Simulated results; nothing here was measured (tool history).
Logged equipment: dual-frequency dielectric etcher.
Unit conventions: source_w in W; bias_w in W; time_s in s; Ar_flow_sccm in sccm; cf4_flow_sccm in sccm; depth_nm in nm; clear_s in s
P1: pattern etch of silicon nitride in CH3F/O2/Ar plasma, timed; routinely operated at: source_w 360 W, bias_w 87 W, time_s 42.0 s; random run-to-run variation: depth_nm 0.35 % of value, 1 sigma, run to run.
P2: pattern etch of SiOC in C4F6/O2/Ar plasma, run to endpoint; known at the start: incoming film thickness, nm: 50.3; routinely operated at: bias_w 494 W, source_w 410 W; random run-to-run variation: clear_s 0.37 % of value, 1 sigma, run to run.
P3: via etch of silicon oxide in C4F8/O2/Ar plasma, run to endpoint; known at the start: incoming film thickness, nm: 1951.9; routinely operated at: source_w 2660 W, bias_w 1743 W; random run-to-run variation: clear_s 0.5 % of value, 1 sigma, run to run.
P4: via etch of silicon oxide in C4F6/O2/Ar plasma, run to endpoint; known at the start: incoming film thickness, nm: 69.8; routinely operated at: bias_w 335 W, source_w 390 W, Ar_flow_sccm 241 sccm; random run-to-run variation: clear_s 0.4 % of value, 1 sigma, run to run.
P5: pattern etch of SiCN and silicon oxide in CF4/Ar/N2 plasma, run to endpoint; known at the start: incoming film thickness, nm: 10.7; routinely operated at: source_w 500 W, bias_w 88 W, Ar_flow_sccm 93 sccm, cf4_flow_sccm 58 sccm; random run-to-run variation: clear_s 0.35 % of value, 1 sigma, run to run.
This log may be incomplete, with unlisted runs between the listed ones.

run	hour	process	source_w	bias_w	time_s	Ar_flow_sccm	cf4_flow_sccm	hours since the last wet clean	hours since the last source power generator calibration	hours since the last bias power generator calibration	depth_nm	clear_s
1	4.0	P1	360	87	42.0			330.1	892.5	2212.8	30.498	
2	9.6	P1	360	87	42.0			335.7	898.1	2218.4	30.437	
3	16.0	P5	500	88		93	58	342.1	904.5	2224.8		11.049
# hour 18.7: source power generator calibrated
4	20.8	P1	230	73	42.0			346.9	2.1	2229.6	24.112	
5	27.9	P2	260	494				354.0	9.2	2236.7		20.264
6	33.4	P1	450	103	42.0			359.5	14.7	2242.2	35.027	
7	39.4	P1	360	87	24.5			365.5	20.7	2248.2	17.655	
8	43.4	P5	500	59		93	58	369.5	24.7	2252.2		12.518
9	48.7	P5	500	88		56	58	374.8	30.0	2257.5		10.255
10	55.1	P1	360	61	30.5			381.2	36.4	2263.9	19.415	
11	61.1	P3	2660	1743				387.2	42.4	2269.9		358.980
12	65.7	P4	220	335		241		391.8	47.0	2274.5		21.588
13	70.1	P1	500	87	42.0			396.2	51.4	2278.9	34.320	
14	74.4	P1	360	57	42.0			400.5	55.7	2283.2	26.217	
15	82.8	P3	2050	1743				408.9	64.1	2291.6		392.270
16	89.6	P2	410	494				415.7	70.9	2298.4		17.134
17	93.8	P5	390	88		93	58	419.9	75.1	2302.6		13.680
18	98.1	P5	500	88		93	36	424.2	79.4	2306.9		11.744
19	103.8	P1	360	87	42.0			429.9	85.1	2312.6	30.384	
20	109.2	P2	410	396				435.3	90.5	2318.0		18.590
21	113.7	P5	500	88		93	58	439.8	95.0	2322.5		10.967
22	118.5	P3	2660	2327				444.6	99.8	2327.3		328.480
23	124.7	P1	360	113	42.0			450.8	106.0	2333.5	33.414	
24	132.1	P4	390	335		196		458.2	113.4	2340.9		16.943
25	136.4	P1	360	87	55.5			462.5	117.7	2345.2	40.130	
26	144.0	P4	390	464		241		470.1	125.3	2352.8		15.412
27	149.5	P1	360	87	42.0			475.6	130.8	2358.3	30.295	
28	155.4	P4	390	335		241		481.5	136.7	2364.2		17.498
29	161.3	P1	230	87	42.0			487.4	142.6	2370.1	25.797	
30	168.7	P1	360	87	42.0			494.8	150.0	2377.5	30.289	
31	175.9	P1	360	87	42.0			502.0	157.2	2384.7	30.148	
32	183.9	P1	360	87	42.0			510.0	165.2	2392.7	29.844	
33	191.0	P1	360	87	42.0			517.1	172.3	2399.8	29.925	
# hour 192.0: wet clean of the chamber
34	199.3	P1	360	87	42.0			7.3	180.6	2408.1	29.892	
35	205.8	P1	360	87	42.0			13.8	187.1	2414.6	29.850	
36	211.8	P1	360	87	42.0			19.8	193.1	2420.6	29.714	

Run 37 comes next. What will it give?
37	219.3	P1	360	87	42.0			27.3	200.6	2428.1	?	

depth_nm: 29.983 nm
